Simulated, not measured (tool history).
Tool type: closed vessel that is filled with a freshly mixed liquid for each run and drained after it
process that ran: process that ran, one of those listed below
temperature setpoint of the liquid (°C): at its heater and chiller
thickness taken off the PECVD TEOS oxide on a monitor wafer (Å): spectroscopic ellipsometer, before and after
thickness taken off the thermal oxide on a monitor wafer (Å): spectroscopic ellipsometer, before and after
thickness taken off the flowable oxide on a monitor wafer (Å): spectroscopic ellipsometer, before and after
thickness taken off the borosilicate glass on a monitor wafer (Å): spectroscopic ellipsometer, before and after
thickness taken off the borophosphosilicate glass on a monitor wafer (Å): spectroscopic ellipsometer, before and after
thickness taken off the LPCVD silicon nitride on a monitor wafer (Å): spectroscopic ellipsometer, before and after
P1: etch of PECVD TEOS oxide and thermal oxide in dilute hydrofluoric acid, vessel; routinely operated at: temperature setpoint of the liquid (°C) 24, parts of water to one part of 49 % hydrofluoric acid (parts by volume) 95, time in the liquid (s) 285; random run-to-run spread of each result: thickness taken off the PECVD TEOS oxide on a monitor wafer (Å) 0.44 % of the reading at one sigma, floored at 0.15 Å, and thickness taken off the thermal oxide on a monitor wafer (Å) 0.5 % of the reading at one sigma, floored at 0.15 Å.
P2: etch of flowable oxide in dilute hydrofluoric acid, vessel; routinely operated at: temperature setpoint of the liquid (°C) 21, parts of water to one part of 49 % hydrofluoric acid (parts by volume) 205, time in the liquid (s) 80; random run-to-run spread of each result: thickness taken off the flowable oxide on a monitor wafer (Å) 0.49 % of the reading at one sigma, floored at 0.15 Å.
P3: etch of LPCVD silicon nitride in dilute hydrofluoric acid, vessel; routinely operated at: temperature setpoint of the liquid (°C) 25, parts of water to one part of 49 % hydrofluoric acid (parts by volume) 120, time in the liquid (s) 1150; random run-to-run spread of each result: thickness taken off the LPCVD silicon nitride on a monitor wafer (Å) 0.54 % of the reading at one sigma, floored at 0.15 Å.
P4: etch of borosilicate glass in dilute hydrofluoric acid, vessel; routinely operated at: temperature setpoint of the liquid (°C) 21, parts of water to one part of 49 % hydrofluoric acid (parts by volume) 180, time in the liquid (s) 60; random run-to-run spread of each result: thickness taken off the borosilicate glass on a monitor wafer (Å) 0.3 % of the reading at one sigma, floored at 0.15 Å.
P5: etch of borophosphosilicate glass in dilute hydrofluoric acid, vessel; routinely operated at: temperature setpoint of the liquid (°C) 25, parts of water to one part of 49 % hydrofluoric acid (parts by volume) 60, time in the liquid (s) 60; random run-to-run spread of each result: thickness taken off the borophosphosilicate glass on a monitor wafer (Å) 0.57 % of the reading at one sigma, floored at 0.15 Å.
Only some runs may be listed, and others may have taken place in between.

run	hour	process that ran	temperature setpoint of the liquid (°C)	parts of water to one part of 49 % hydrofluoric acid (parts by volume)	time in the liquid (s)	thickness taken off the PECVD TEOS oxide on a monitor wafer (Å)	thickness taken off the thermal oxide on a monitor wafer (Å)	thickness taken off the flowable oxide on a monitor wafer (Å)	thickness taken off the borosilicate glass on a monitor wafer (Å)	thickness taken off the borophosphosilicate glass on a monitor wafer (Å)	thickness taken off the LPCVD silicon nitride on a monitor wafer (Å)
1	6.2	P1	24	95	285	495.67	143.15				
2	13.8	P2	26.5	205	80			86.069			
3	20.7	P2	21	205	30			25.815			
4	27	P4	17	180	60				70.571		
5	33.1	P1	24	95	555	957.88	281.58				
6	42.7	P4	21	180	60				81.956		
7	48	P1	29.5	95	285	610.48	176.57				
8	56	P1	24	95	130	225.62	65.429				
9	62.3	P5	25	60	30					296.69	
10	68	P1	24	95	285	493.2	144.91				
11	72.5	P5	25	60	60					585.44	
12	77.6	P1	24	150	540	551.83	161.37				
13	87.8	P4	21	180	30				41.46		
14	94.7	P1	24	95	285	492.23	143.05				
15	99.2	P3	19	120	1150						36.682
16	107.4	P5	32	60	60					786.67	
17	111.8	P1	20	95	285	420.88	122.55				
18	118.1	P2	21	340	80			37.31			
19	124.1	P5	25	60	60					584.96	
20	130.9	P1	24	20	285	2560.8	754.48				
21	135.4	P1	24	95	285	492.64	144.22				
22	141.9	P4	21	255	60				54.177		
23	148.6	P1	24	155	285	281.11	81.526				
24	153.9	P1	24	95	285	494.1	143.18				
25	162.1	P3	25	170	1150						38.275
26	169.7	P3	25	120	1790						84.622
27	176.1	P4	21	180	60				82.814		
28	184.2	P3	25	120	1150						54.283
29	192.7	P1	32	95	400	939.8	274.96				
30	198.1	P5	25	25	60					1503.8	
31	207.7	P1	24	95	285	494.73	142.14				
32	216.3	P2	21	205	80			70.387			
33	220.8	P1	24	95	285	490.93	143.27				
34	229.8	P1	24	95	285	507.53	148.12				
35	234.5	P1	24	95	285	511.38	148.16				
36	241.3	P1	24	95	285	513.08	150.82				

What will run 37 give?
37	248.9	P1	24	95	285	?	?				

{"run 37": {"thickness taken off the PECVD TEOS oxide on a monitor wafer (Å)": 520.1, "thickness taken off the thermal oxide on a monitor wafer (Å)": 151.11}}

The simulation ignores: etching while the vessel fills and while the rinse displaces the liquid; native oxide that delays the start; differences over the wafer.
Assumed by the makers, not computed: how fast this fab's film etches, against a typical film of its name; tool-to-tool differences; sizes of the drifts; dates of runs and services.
